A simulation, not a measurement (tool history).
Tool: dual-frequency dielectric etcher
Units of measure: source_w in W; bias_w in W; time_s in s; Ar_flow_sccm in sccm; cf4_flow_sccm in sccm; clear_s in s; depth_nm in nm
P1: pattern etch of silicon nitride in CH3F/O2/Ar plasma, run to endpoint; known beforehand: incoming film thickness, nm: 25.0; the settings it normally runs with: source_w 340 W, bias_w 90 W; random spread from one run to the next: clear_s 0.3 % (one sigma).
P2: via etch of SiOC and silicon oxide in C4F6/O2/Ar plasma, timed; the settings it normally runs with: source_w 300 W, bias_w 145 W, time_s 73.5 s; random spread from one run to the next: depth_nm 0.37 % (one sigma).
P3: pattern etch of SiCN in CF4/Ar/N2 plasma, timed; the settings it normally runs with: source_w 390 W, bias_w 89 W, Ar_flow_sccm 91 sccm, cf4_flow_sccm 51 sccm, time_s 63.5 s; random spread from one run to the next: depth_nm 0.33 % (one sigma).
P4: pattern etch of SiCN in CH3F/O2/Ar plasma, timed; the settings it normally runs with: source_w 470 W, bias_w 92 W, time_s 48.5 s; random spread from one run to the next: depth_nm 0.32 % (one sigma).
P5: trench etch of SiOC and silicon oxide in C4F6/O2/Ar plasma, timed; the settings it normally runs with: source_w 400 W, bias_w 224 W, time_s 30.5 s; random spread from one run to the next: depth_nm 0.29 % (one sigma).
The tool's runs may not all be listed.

| run | day | process | source_w | bias_w | time_s | Ar_flow_sccm | cf4_flow_sccm | hours since the last wet clean | hours since the last source power generator calibration | hours since the last bias power generator calibration | clear_s | depth_nm |
|---|---|---|---|---|---|---|---|---|---|---|---|---|
| 1 | 0.133 | P1 | 340 | 90 |  |  |  | 342.2 | 1863.7 | 2084.9 | 35.200 |  |
| 2 | 0.296 | P1 | 220 | 66 |  |  |  | 346.1 | 1867.6 | 2088.8 | 46.379 |  |
| 3 | 0.450 | P1 | 340 | 117 |  |  |  | 349.8 | 1871.3 | 2092.5 | 31.895 |  |
| 4 | 0.596 | P5 | 400 | 176 | 30.5 |  |  | 353.3 | 1874.8 | 2096.0 |  | 59.253 |
| 5 | 0.821 | P3 | 390 | 119 | 63.5 | 91 | 51 | 358.7 | 1880.2 | 2101.4 |  | 56.437 |
| 6 | 0.983 | P3 | 390 | 89 | 63.5 | 91 | 66 | 362.6 | 1884.1 | 2105.3 |  | 52.346 |
| 7 | 1.188 | P2 | 300 | 192 | 73.5 |  |  | 367.5 | 1889.0 | 2110.2 |  | 75.141 |
| 8 | 1.446 | P1 | 430 | 90 |  |  |  | 373.7 | 1895.2 | 2116.4 | 32.276 |  |
| 9 | 1.667 | P5 | 400 | 224 | 17.5 |  |  | 379.0 | 1900.5 | 2121.7 |  | 36.667 |
| 10 | 1.788 | P4 | 470 | 92 | 48.5 |  |  | 381.9 | 1903.4 | 2124.6 |  | 21.236 |
| 11 | 1.967 | P2 | 170 | 145 | 73.5 |  |  | 386.2 | 1907.7 | 2128.9 |  | 54.866 |
| 12 | 2.212 | P1 | 340 | 90 |  |  |  | 392.1 | 1913.6 | 2134.8 | 35.168 |  |
| 13 | 2.408 | P4 | 470 | 92 | 65.0 |  |  | 396.8 | 1918.3 | 2139.5 |  | 28.569 |
| 14 | 2.575 | P1 | 340 | 90 |  |  |  | 400.8 | 1922.3 | 2143.5 | 35.273 |  |
| 15 | 2.733 | P1 | 250 | 90 |  |  |  | 404.6 | 1926.1 | 2147.3 | 39.433 |  |
| 16 | 2.888 | P5 | 400 | 224 | 30.5 |  |  | 408.3 | 1929.8 | 2151.0 |  | 63.648 |
| 17 | 3.154 | P3 | 390 | 89 | 37.0 | 91 | 51 | 414.7 | 1936.2 | 2157.4 |  | 29.370 |
| 18 | 3.392 | P4 | 470 | 130 | 48.5 |  |  | 420.4 | 1941.9 | 2163.1 |  | 24.288 |
| 19 | 3.600 | P4 | 470 | 92 | 48.5 |  |  | 425.4 | 1946.9 | 2168.1 |  | 21.399 |
|  | 3.708 | wet clean of the chamber |
| 20 | 3.767 | P3 | 390 | 89 | 63.5 | 61 | 51 | 1.4 | 1950.9 | 2172.1 |  | 53.258 |
| 21 | 3.938 | P1 | 340 | 90 |  |  |  | 5.5 | 1955.0 | 2176.2 | 35.239 |  |
| 22 | 4.204 | P3 | 390 | 89 | 63.5 | 91 | 51 | 11.9 | 1961.4 | 2182.6 |  | 50.808 |
| 23 | 4.392 | P1 | 340 | 72 |  |  |  | 16.4 | 1965.9 | 2187.1 | 38.291 |  |
| 24 | 4.638 | P2 | 300 | 145 | 40.5 |  |  | 22.3 | 1971.8 | 2193.0 |  | 37.788 |
| 25 | 4.767 | P3 | 390 | 89 | 63.5 | 91 | 51 | 25.4 | 1974.9 | 2196.1 |  | 50.907 |
| 26 | 4.967 | P5 | 310 | 224 | 30.5 |  |  | 30.2 | 1979.7 | 2200.9 |  | 57.970 |
| 27 | 5.171 | P4 | 330 | 92 | 48.5 |  |  | 35.1 | 1984.6 | 2205.8 |  | 18.732 |
| 28 | 5.312 | P1 | 340 | 90 |  |  |  | 38.5 | 1988.0 | 2209.2 | 35.353 |  |
| 29 | 5.492 | P1 | 340 | 90 |  |  |  | 42.8 | 1992.3 | 2213.5 | 35.310 |  |
| 30 | 5.621 | P2 | 300 | 145 | 73.5 |  |  | 45.9 | 1995.4 | 2216.6 |  | 68.861 |
|  | 5.725 | source power generator calibrated |
| 31 | 5.846 | P3 | 310 | 89 | 63.5 | 91 | 51 | 51.3 | 2.9 | 2222.0 |  | 41.243 |
| 32 | 6.029 | P1 | 340 | 90 |  |  |  | 55.7 | 7.3 | 2226.4 | 35.276 |  |
| 33 | 6.188 | P2 | 300 | 145 | 73.5 |  |  | 59.5 | 11.1 | 2230.2 |  | 68.638 |
| 34 | 6.412 | P1 | 340 | 90 |  |  |  | 64.9 | 16.5 | 2235.6 | 35.324 |  |
| 35 | 6.550 | P1 | 340 | 90 |  |  |  | 68.2 | 19.8 | 2238.9 | 35.467 |  |
| 36 | 6.729 | P1 | 340 | 90 |  |  |  | 72.5 | 24.1 | 2243.2 | 35.478 |  |
| 37 | 6.908 | P1 | 340 | 90 |  |  |  | 76.8 | 28.4 | 2247.5 | 35.668 |  |
| 38 | 7.158 | P1 | 340 | 90 |  |  |  | 82.8 | 34.4 | 2253.5 | 35.629 |  |
| 39 | 7.325 | P1 | 340 | 90 |  |  |  | 86.8 | 38.4 | 2257.5 | 35.688 |  |
|  | 7.458 | wet clean of the chamber |
| 40 | 7.550 | P1 | 340 | 90 |  |  |  | 2.2 | 43.8 | 2262.9 | 35.819 |  |
| 41 | 7.675 | P1 | 340 | 90 |  |  |  | 5.2 | 46.8 | 2265.9 | 35.803 |  |
| 42 | 7.842 | P1 | 340 | 90 |  |  |  | 9.2 | 50.8 | 2269.9 | 35.781 |  |

The log shows P1 creeping away from where it was. Any of the 2 causes listed here, at the size stated for it, fits the log just as well as the others:
A: bias power that arrives under what is set, % = 4.1
B: source power that arrives under what is set, % = 3.98
At approximately day 6.412, the process output began to creep.
The rest of the possible causes, and what rules out each one:
chamber walls in a state that lowers the etch rate, %: serviced at day 7.458, after the change had begun; the process did not return to its earlier output

Consider the 4 check runs below, whose results appear as question marks and each of which averages 2 wafers. Which one distinguishes the causes, in that each cause would give it a clearly different result?
| check 1 | 8.008 | P3 | 390 | 89 | 63.5 | 91 | 66 |  |  |  |  | ? |
| check 2 | 8.008 | P2 | 190 | 145 | 73.5 |  |  |  |  |  |  | ? |
| check 3 | 8.008 | P5 | 400 | 224 | 19.0 |  |  |  |  |  |  | ? |
| check 4 | 8.008 | P4 | 470 | 125 | 48.5 |  |  |  |  |  |  | ? |

Check results expected under each cause:
| check | result | if A | if B |
|---|---|---|---|
| check 1 | depth_nm | 51.590 | 50.552 |
| check 2 | depth_nm | 56.587 | 56.466 |
| check 3 | depth_nm | 39.293 | 39.222 |
| check 4 | depth_nm | 23.585 | 23.617 |
Per check, the gap between the least separated pair of causes, taken in the result that splits them most: check 1 2.03 %; check 2 0.21 %; check 3 0.18 %; check 4 0.13 %
Only check 1 tells the causes apart: in the others they would give nearly the same result.

The results of check 1 are: depth_nm 51.503 nm. Based on these, which of the listed causes is it?

It is A: bias power that arrives under what is set, %.
